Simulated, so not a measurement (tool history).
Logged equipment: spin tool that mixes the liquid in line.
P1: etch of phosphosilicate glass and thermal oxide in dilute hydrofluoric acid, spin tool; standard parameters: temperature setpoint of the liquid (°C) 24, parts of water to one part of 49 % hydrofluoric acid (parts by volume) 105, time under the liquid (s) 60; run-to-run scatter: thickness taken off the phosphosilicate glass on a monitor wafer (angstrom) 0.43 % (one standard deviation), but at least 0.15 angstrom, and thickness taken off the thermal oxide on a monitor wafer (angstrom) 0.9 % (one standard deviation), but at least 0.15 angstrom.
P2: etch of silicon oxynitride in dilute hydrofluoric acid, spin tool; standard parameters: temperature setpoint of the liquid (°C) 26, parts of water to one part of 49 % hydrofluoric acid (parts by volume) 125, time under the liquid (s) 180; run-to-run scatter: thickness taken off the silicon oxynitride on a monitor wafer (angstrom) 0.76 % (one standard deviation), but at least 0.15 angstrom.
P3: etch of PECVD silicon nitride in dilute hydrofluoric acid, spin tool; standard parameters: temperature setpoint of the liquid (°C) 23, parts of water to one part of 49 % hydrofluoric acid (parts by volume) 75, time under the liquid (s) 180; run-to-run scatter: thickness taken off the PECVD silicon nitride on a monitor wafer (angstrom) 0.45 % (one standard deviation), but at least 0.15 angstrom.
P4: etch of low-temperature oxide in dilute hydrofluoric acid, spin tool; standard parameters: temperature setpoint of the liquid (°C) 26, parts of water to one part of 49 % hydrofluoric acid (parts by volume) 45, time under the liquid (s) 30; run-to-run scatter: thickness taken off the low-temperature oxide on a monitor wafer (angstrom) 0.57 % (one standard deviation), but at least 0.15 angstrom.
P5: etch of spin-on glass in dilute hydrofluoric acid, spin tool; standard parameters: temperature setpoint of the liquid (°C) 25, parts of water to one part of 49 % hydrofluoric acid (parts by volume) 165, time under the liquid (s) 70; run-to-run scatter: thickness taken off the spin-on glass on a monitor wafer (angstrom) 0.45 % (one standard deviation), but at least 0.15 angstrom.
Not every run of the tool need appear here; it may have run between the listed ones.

| run | hour | process that ran | temperature setpoint of the liquid (°C) | parts of water to one part of 49 % hydrofluoric acid (parts by volume) | time under the liquid (s) | hours since the thermometer was replaced | hours since the hydrofluoric acid flow meter was replaced | thickness taken off the phosphosilicate glass on a monitor wafer (angstrom) | thickness taken off the thermal oxide on a monitor wafer (angstrom) | thickness taken off the silicon oxynitride on a monitor wafer (angstrom) | thickness taken off the spin-on glass on a monitor wafer (angstrom) | thickness taken off the PECVD silicon nitride on a monitor wafer (angstrom) | thickness taken off the low-temperature oxide on a monitor wafer (angstrom) |
|---|---|---|---|---|---|---|---|---|---|---|---|---|---|
| 1 | 14.9 | P1 | 24 | 105 | 60 | 515.6 | 581.7 | 460.01 | 25.363 |  |  |  |  |
| 2 | 30.8 | P1 | 24 | 105 | 60 | 531.5 | 597.6 | 459.54 | 25.251 |  |  |  |  |
| 3 | 40.7 | P2 | 26 | 125 | 180 | 541.4 | 607.5 |  |  | 36.257 |  |  |  |
| 4 | 54.3 | P2 | 26 | 125 | 180 | 555 | 621.1 |  |  | 36.017 |  |  |  |
| 5 | 65.9 | P5 | 25 | 165 | 35 | 566.6 | 632.7 |  |  |  | 71.686 |  |  |
| 6 | 74 | P5 | 25 | 165 | 70 | 574.7 | 640.8 |  |  |  | 144.07 |  |  |
| 7 | 86 | P5 | 25 | 265 | 70 | 586.7 | 652.8 |  |  |  | 80.758 |  |  |
| 8 | 100.1 | P1 | 24 | 65 | 60 | 600.8 | 666.9 | 775.92 | 43.415 |  |  |  |  |
| 9 | 115.9 | P1 | 31.5 | 105 | 60 | 616.6 | 682.7 | 609.33 | 33.222 |  |  |  |  |
| 10 | 124.1 | P1 | 24 | 105 | 60 | 624.8 | 690.9 | 456.35 | 25.049 |  |  |  |  |
| 11 | 135.5 | P1 | 24 | 105 | 100 | 636.2 | 702.3 | 767.85 | 42.64 |  |  |  |  |
| 12 | 148.2 | P2 | 26 | 125 | 25 | 648.9 | 715 |  |  | 4.8429 |  |  |  |
| 13 | 156.9 | P1 | 24 | 185 | 60 | 657.6 | 723.7 | 236.45 | 13.153 |  |  |  |  |
|  | 165.2 | thermometer replaced |
| 14 | 171.6 | P1 | 24 | 105 | 60 | 6.5 | 738.4 | 455.55 | 25.574 |  |  |  |  |
| 15 | 184.3 | P1 | 18.5 | 105 | 60 | 19.2 | 751.1 | 368.11 | 20.424 |  |  |  |  |
| 16 | 192.8 | P1 | 30 | 50 | 60 | 27.7 | 759.6 | 1303.7 | 72.587 |  |  |  |  |
| 17 | 203 | P3 | 23 | 75 | 345 | 37.9 | 769.8 |  |  |  |  | 111.79 |  |
| 18 | 212.7 | P5 | 25 | 165 | 70 | 47.6 | 779.5 |  |  |  | 144.44 |  |  |
| 19 | 226.4 | P4 | 26 | 25 | 30 | 61.3 | 793.2 |  |  |  |  |  | 430 |
| 20 | 238.8 | P5 | 18 | 165 | 70 | 73.7 | 805.6 |  |  |  | 109.31 |  |  |
| 21 | 248.8 | P2 | 32 | 125 | 180 | 83.7 | 815.6 |  |  | 45.789 |  |  |  |
| 22 | 259.6 | P1 | 24 | 105 | 25 | 94.5 | 826.4 | 190.13 | 10.496 |  |  |  |  |
| 23 | 271.6 | P3 | 23 | 140 | 180 | 106.5 | 838.4 |  |  |  |  | 31.761 |  |
| 24 | 285.7 | P3 | 17 | 75 | 180 | 120.6 | 852.5 |  |  |  |  | 38.67 |  |

The next listed run, before its measurement:
| 25 | 295.8 | P4 | 26 | 45 | 30 | 130.7 | 862.6 |  |  |  |  |  | ? |

{"run 25": {"thickness taken off the low-temperature oxide on a monitor wafer (angstrom)": 231.63}}

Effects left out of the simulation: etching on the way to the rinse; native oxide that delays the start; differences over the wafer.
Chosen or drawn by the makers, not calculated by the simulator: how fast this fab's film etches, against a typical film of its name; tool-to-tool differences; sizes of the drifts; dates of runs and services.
